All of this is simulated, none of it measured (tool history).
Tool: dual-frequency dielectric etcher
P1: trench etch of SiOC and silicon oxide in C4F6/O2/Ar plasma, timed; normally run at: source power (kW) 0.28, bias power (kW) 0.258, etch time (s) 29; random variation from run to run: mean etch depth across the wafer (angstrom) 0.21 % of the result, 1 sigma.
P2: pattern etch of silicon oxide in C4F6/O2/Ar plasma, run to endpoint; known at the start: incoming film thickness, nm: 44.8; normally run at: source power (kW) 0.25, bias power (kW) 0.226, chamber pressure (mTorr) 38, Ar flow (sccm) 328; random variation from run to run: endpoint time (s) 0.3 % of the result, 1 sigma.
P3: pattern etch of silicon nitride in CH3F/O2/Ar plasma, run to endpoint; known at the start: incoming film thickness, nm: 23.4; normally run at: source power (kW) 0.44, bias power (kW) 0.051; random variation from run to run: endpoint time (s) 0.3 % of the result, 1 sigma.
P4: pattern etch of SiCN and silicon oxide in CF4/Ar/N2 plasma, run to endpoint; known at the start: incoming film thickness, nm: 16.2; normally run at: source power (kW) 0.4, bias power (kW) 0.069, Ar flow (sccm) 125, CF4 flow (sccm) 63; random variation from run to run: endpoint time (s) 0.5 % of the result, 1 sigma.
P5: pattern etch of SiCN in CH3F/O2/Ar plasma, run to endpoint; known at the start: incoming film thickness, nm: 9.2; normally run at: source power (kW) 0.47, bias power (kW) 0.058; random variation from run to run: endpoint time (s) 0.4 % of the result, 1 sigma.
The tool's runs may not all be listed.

| run | hour | process that ran | source power (kW) | bias power (kW) | etch time (s) | Ar flow (sccm) | CF4 flow (sccm) | chamber pressure (mTorr) | mean etch depth across the wafer (angstrom) | endpoint time (s) |
|---|---|---|---|---|---|---|---|---|---|---|
| 1 | 12.2 | P1 | 0.28 | 0.258 | 29 |  |  |  | 576.44 |  |
| 2 | 18.1 | P4 | 0.4 | 0.045 |  | 125 | 63 |  |  | 26.327 |
| 3 | 28.9 | P5 | 0.27 | 0.058 |  |  |  |  |  | 30.676 |
| 4 | 39.6 | P4 | 0.4 | 0.069 |  | 73 | 63 |  |  | 20.707 |
| 5 | 48.8 | P2 | 0.25 | 0.226 |  | 456 |  | 38 |  | 16.771 |
| 6 | 55.4 | P4 | 0.33 | 0.069 |  | 125 | 63 |  |  | 26.703 |
| 7 | 65.3 | P2 | 0.25 | 0.302 |  | 328 |  | 38 |  | 14.561 |
| 8 | 78.3 | P2 | 0.3 | 0.226 |  | 328 |  | 38 |  | 15.121 |
| 9 | 86.1 | P1 | 0.28 | 0.258 | 29 |  |  |  | 574.72 |  |
| 10 | 97.5 | P1 | 0.28 | 0.258 | 19 |  |  |  | 376.91 |  |
| 11 | 106.6 | P3 | 0.44 | 0.067 |  |  |  |  |  | 33.59 |
| 12 | 114.9 | P1 | 0.22 | 0.156 | 29 |  |  |  | 441.25 |  |
| 13 | 124.8 | P1 | 0.28 | 0.258 | 29 |  |  |  | 574.74 |  |
| 14 | 135.1 | P3 | 0.44 | 0.051 |  |  |  |  |  | 36.682 |
| 15 | 144.9 | P1 | 0.28 | 0.258 | 29 |  |  |  | 573.38 |  |
| 16 | 156 | P2 | 0.25 | 0.226 |  | 328 |  | 51 |  | 16.618 |
| 17 | 163.9 | P1 | 0.28 | 0.185 | 16 |  |  |  | 282.04 |  |
| 18 | 172.6 | P1 | 0.22 | 0.258 | 29 |  |  |  | 523.88 |  |
| 19 | 181.6 | P5 | 0.47 | 0.081 |  |  |  |  |  | 22.149 |
|  | 185.2 | source power generator calibrated |
| 20 | 187.9 | P1 | 0.28 | 0.258 | 29 |  |  |  | 573.85 |  |
| 21 | 195 | P5 | 0.47 | 0.058 |  |  |  |  |  | 25.027 |
| 22 | 206 | P1 | 0.28 | 0.358 | 29 |  |  |  | 642.32 |  |
| 23 | 215.3 | P2 | 0.25 | 0.226 |  | 328 |  | 38 |  | 16.127 |
| 24 | 222.3 | P1 | 0.28 | 0.258 | 41 |  |  |  | 812.73 |  |
| 25 | 230.8 | P1 | 0.38 | 0.163 | 29 |  |  |  | 556.58 |  |
| 26 | 242.4 | P4 | 0.4 | 0.069 |  | 125 | 63 |  |  | 22.671 |
| 27 | 249 | P4 | 0.4 | 0.069 |  | 125 | 77 |  |  | 21.911 |
| 28 | 259.4 | P2 | 0.25 | 0.226 |  | 328 |  | 38 |  | 16.077 |
| 29 | 269.7 | P1 | 0.37 | 0.258 | 29 |  |  |  | 637.33 |  |
| 30 | 280.5 | P3 | 0.26 | 0.051 |  |  |  |  |  | 45.167 |
| 31 | 288.5 | P1 | 0.28 | 0.156 | 29 |  |  |  | 485.58 |  |
| 32 | 298.2 | P1 | 0.28 | 0.258 | 29 |  |  |  | 575.09 |  |
| 33 | 306.6 | P1 | 0.28 | 0.258 | 29 |  |  |  | 570.11 |  |
| 34 | 315.2 | P1 | 0.28 | 0.258 | 29 |  |  |  | 571.75 |  |
| 35 | 327.4 | P1 | 0.28 | 0.258 | 29 |  |  |  | 568.54 |  |
| 36 | 337.8 | P1 | 0.28 | 0.258 | 29 |  |  |  | 568.79 |  |
| 37 | 350.7 | P1 | 0.28 | 0.258 | 29 |  |  |  | 565.97 |  |
| 38 | 362.3 | P1 | 0.28 | 0.258 | 29 |  |  |  | 563.13 |  |
|  | 369.2 | wet clean of the chamber |
| 39 | 374.8 | P1 | 0.28 | 0.258 | 29 |  |  |  | 568.19 |  |
| 40 | 384.3 | P1 | 0.28 | 0.258 | 29 |  |  |  | 567.66 |  |
| 41 | 390.2 | P1 | 0.28 | 0.258 | 29 |  |  |  | 564.45 |  |
| 42 | 395.9 | P1 | 0.28 | 0.258 | 29 |  |  |  | 568.36 |  |

What P1 gives has crept away from where it was. These 2 causes fit the log equally well, each at the size given:
A: source power that arrives under what is set, % = 3.78
B: bias power that arrives under what is set, % = 4.12
The creep began at about hour 298.2.
Why every other cause is out:
chamber walls in a state that lowers the etch rate, %: serviced at hour 369.2, which brought nothing back

4 check runs are offered, each on 3 wafers whose results are averaged, their results left as question marks. Which one tells the causes apart?
| check 1 | 401.6 | P2 | 0.25 | 0.261 |  | 402 |  | 38 |  | ? |
| check 2 | 401.6 | P3 | 0.27 | 0.051 |  |  |  |  |  | ? |
| check 3 | 401.6 | P4 | 0.4 | 0.051 |  | 86 | 63 |  |  | ? |
| check 4 | 401.6 | P5 | 0.28 | 0.07 |  |  |  |  |  | ? |

What each check would give under each cause:
| check | result | if A | if B |
|---|---|---|---|
| check 1 | endpoint time (s) | 15.945 | 15.948 |
| check 2 | endpoint time (s) | 45.067 | 45.014 |
| check 3 | endpoint time (s) | 24.417 | 23.904 |
| check 4 | endpoint time (s) | 28.814 | 28.835 |
How far apart the two closest causes lie, in the result that separates them most: check 1 0.01 %; check 2 0.12 %; check 3 2.13 %; check 4 0.07 %
Only check 3 tells the causes apart: in the others they would give nearly the same result.

Then check 3 was run and gave: endpoint time (s) 23.967. Which cause is it?

It is B: bias power that arrives under what is set, %.

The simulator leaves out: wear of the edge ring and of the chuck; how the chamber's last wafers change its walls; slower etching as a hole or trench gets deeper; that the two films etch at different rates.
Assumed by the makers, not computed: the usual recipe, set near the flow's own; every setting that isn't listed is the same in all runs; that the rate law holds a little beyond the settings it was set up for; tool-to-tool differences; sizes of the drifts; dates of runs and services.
